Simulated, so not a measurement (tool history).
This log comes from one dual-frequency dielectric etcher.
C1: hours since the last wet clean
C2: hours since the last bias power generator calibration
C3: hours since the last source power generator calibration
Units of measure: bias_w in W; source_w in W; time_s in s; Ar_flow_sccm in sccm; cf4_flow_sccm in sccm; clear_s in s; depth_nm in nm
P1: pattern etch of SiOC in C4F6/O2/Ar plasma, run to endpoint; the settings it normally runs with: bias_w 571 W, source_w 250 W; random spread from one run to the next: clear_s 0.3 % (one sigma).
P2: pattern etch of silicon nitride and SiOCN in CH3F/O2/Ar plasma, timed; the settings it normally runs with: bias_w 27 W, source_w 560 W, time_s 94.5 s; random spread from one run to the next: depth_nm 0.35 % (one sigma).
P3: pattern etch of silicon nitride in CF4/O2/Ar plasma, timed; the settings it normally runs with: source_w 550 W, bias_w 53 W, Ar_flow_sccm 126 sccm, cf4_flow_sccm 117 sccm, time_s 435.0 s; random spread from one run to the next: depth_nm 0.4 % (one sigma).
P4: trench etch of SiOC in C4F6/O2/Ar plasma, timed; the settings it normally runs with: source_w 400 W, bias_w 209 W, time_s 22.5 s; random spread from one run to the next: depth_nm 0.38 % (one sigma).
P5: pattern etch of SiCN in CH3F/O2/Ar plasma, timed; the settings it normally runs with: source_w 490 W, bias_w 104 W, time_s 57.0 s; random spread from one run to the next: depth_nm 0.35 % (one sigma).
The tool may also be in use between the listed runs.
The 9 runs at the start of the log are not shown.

{"run": 10, "hour": 137.4, "process": "P1", "bias_w": 571, "source_w": 250, "C1": 39.7, "C2": 2042.3, "C3": 1741.5, "clear_s": 14.373}
{"run": 11, "hour": 153.5, "process": "P1", "bias_w": 441, "source_w": 250, "C1": 55.8, "C2": 2058.4, "C3": 1757.6, "clear_s": 15.862}
{"run": 12, "hour": 169.6, "process": "P1", "bias_w": 571, "source_w": 250, "C1": 71.9, "C2": 2074.5, "C3": 1773.7, "clear_s": 14.454}
{"run": 13, "hour": 188.6, "process": "P3", "bias_w": 53, "source_w": 550, "time_s": 435.0, "Ar_flow_sccm": 126, "cf4_flow_sccm": 117, "C1": 90.9, "C2": 2093.5, "C3": 1792.7, "depth_nm": 915.76}
{"run": 14, "hour": 201.2, "process": "P1", "bias_w": 764, "source_w": 250, "C1": 103.5, "C2": 2106.1, "C3": 1805.3, "clear_s": 12.8}
{"run": 15, "hour": 214.1, "process": "P3", "bias_w": 53, "source_w": 550, "time_s": 566.5, "Ar_flow_sccm": 126, "cf4_flow_sccm": 117, "C1": 116.4, "C2": 2119.0, "C3": 1818.2, "depth_nm": 1193.3}
{"run": 16, "hour": 231.5, "process": "P5", "bias_w": 147, "source_w": 490, "time_s": 57.0, "C1": 133.8, "C2": 2136.4, "C3": 1835.6, "depth_nm": 30.262}
{"run": 17, "hour": 242.6, "process": "P4", "bias_w": 209, "source_w": 400, "time_s": 22.5, "C1": 144.9, "C2": 2147.5, "C3": 1846.7, "depth_nm": 48.271}
{"run": 18, "hour": 260.5, "process": "P1", "bias_w": 571, "source_w": 250, "C1": 162.8, "C2": 2165.4, "C3": 1864.6, "clear_s": 14.407}
{"run": 19, "hour": 273.5, "process": "P5", "bias_w": 104, "source_w": 490, "time_s": 57.0, "C1": 175.8, "C2": 2178.4, "C3": 1877.6, "depth_nm": 26.422}
{"run": 20, "hour": 282.8, "process": "P5", "bias_w": 104, "source_w": 490, "time_s": 77.5, "C1": 185.1, "C2": 2187.7, "C3": 1886.9, "depth_nm": 36.105}
{"run": 21, "hour": 301.7, "process": "P1", "bias_w": 470, "source_w": 340, "C1": 204.0, "C2": 2206.6, "C3": 1905.8, "clear_s": 13.833}
{"run": 22, "hour": 317.4, "process": "P1", "bias_w": 571, "source_w": 170, "C1": 219.7, "C2": 2222.3, "C3": 1921.5, "clear_s": 16.557}
{"run": 23, "hour": 328.8, "process": "P1", "bias_w": 376, "source_w": 310, "C1": 231.1, "C2": 2233.7, "C3": 1932.9, "clear_s": 15.484}
{"run": 24, "hour": 348.0, "process": "P5", "bias_w": 104, "source_w": 490, "time_s": 57.0, "C1": 250.3, "C2": 2252.9, "C3": 1952.1, "depth_nm": 26.51}
{"run": 25, "hour": 360.9, "process": "P4", "bias_w": 209, "source_w": 490, "time_s": 22.5, "C1": 263.2, "C2": 2265.8, "C3": 1965.0, "depth_nm": 51.999}
{"run": 26, "hour": 373.5, "process": "P3", "bias_w": 53, "source_w": 550, "time_s": 435.0, "Ar_flow_sccm": 90, "cf4_flow_sccm": 117, "C1": 275.8, "C2": 2278.4, "C3": 1977.6, "depth_nm": 950.05}
{"run": 27, "hour": 390.1, "process": "P4", "bias_w": 280, "source_w": 400, "time_s": 22.5, "C1": 292.4, "C2": 2295.0, "C3": 1994.2, "depth_nm": 52.959}
{"run": 28, "hour": 408.3, "process": "P1", "bias_w": 571, "source_w": 310, "C1": 310.6, "C2": 2313.2, "C3": 2012.4, "clear_s": 13.325}
{"run": 29, "hour": 423.5, "process": "P3", "bias_w": 33, "source_w": 550, "time_s": 435.0, "Ar_flow_sccm": 126, "cf4_flow_sccm": 117, "C1": 325.8, "C2": 2328.4, "C3": 2027.6, "depth_nm": 775.16}
{"run": 30, "hour": 436.0, "process": "P4", "bias_w": 209, "source_w": 400, "time_s": 14.5, "C1": 338.3, "C2": 2340.9, "C3": 2040.1, "depth_nm": 31.087}

Estimate the outcome of run 31 from the log above:
{"run": 31, "hour": 451.8, "process": "P2", "bias_w": 27, "source_w": 560, "time_s": 94.5, "C1": 354.1, "C2": 2356.7, "C3": 2055.9, "depth_nm": "?"}

{"run 31": {"depth_nm": 15.276}}
